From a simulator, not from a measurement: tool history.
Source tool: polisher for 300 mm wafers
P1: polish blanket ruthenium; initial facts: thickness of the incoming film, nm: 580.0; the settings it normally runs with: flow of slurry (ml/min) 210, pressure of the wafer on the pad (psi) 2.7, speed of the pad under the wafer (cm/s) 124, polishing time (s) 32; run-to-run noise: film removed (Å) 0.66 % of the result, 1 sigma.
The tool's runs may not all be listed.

| run | hour | flow of slurry (ml/min) | pressure of the wafer on the pad (psi) | speed of the pad under the wafer (cm/s) | polishing time (s) | wafers polished on this pad | hours since the slurry nozzle was cleaned | hours since the head pressure was calibrated | film removed (Å) |
|---|---|---|---|---|---|---|---|---|---|
| 1 | 2.2 | 210 | 2.7 | 124 | 32 | 625 | 168.6 | 1045.6 | 494.38 |
| 2 | 6.4 | 125 | 2.7 | 124 | 32 | 691 | 172.8 | 1049.8 | 448.24 |
| 3 | 9.5 | 210 | 2.7 | 58 | 32 | 740 | 175.9 | 1052.9 | 229.71 |
| 4 | 13.1 | 210 | 2.7 | 124 | 32 | 796 | 179.5 | 1056.5 | 483.67 |
| 5 | 15.4 | 210 | 2.7 | 124 | 32 | 833 | 181.8 | 1058.8 | 494.7 |
| 6 | 19.4 | 210 | 2.7 | 124 | 46 | 896 | 185.8 | 1062.8 | 705.01 |
| 7 | 22.4 | 210 | 2.7 | 124 | 32 | 943 | 188.8 | 1065.8 | 488.41 |
| 8 | 24.9 | 280 | 2.7 | 124 | 32 | 982 | 191.3 | 1068.3 | 510.83 |
| 9 | 28.2 | 210 | 4.1 | 124 | 32 | 1034 | 194.6 | 1071.6 | 756.04 |
| 10 | 30.6 | 210 | 2.7 | 198 | 32 | 1072 | 197 | 1074 | 783.49 |
| 11 | 34.4 | 210 | 2.7 | 124 | 19 | 1132 | 200.8 | 1077.8 | 292.23 |
| 12 | 36.6 | 210 | 2.7 | 124 | 32 | 1167 | 203 | 1080 | 491.62 |
| 13 | 39.3 | 210 | 1.4 | 124 | 32 | 1209 | 205.7 | 1082.7 | 258.54 |
| 14 | 43.6 | 160 | 1.3 | 124 | 32 | 1277 | 210 | 1087 | 225.99 |
| 15 | 47.5 | 210 | 2.7 | 124 | 32 | 1339 | 213.9 | 1090.9 | 497.53 |
| 16 | 52 | 210 | 2.7 | 124 | 32 | 1410 | 218.4 | 1095.4 | 471.07 |
| 17 | 54.7 | 210 | 2.7 | 124 | 32 | 1452 | 221.1 | 1098.1 | 465.44 |
| 18 | 59 | 210 | 2.7 | 124 | 32 | 1520 | 225.4 | 1102.4 | 460.86 |
| 19 | 61.5 | 210 | 2.7 | 124 | 32 | 1559 | 227.9 | 1104.9 | 461.1 |
|  | 63 | head pressure recalibrated |
| 20 | 64.4 | 210 | 2.7 | 124 | 32 | 1605 | 230.8 | 1.4 | 459.23 |
| 21 | 67.6 | 210 | 2.7 | 124 | 32 | 1655 | 234 | 4.6 | 460.28 |
| 22 | 70.5 | 210 | 2.7 | 124 | 32 | 1701 | 236.9 | 7.5 | 453.42 |

P1 no longer gives what it gave before; its output has crept away from where it was. The following 2 causes, each at its listed size, fit the log equally well:
A: removal rate lost through wear of the pad, % = 7.89
B: slurry flow missing at the pad, % = 39.7
The onset of the drift is placed at about hour 47.5.
Why every other cause is out:
head's pressure below its setpoint, %: serviced at hour 63, after the change had begun; the process did not return to its earlier output

Below are 4 check runs, each on a single wafer, with their results shown as question marks. Which of them would tell the listed causes apart, meaning the causes would give clearly different results under it?
| check 1 | 73.4 | 125 | 2.7 | 186 | 32 |  |  |  | ? |
| check 2 | 73.4 | 210 | 2.7 | 158 | 43 |  |  |  | ? |
| check 3 | 73.4 | 210 | 1.7 | 92 | 32 |  |  |  | ? |
| check 4 | 73.4 | 210 | 3.2 | 124 | 32 |  |  |  | ? |

What every check run would give for each of its results, assuming each possible cause in turn:
| check | result | if A | if B |
|---|---|---|---|
| check 1 | film removed (Å) | 625.59 | 595.77 |
| check 2 | film removed (Å) | 777.2 | 777.31 |
| check 3 | film removed (Å) | 212.05 | 212.08 |
| check 4 | film removed (Å) | 537.98 | 538.06 |
Separation of the two closest causes in each check, using whichever result separates them best: check 1 4.88 %; check 2 0.01 %; check 3 0.01 %; check 4 0.01 %
Check 1 tells the causes apart: in the others they would give nearly the same result.

Here is what check 1 returned: film removed (Å) 592.63. Which cause is it?

Of the candidate causes, it is B: slurry flow missing at the pad, %.
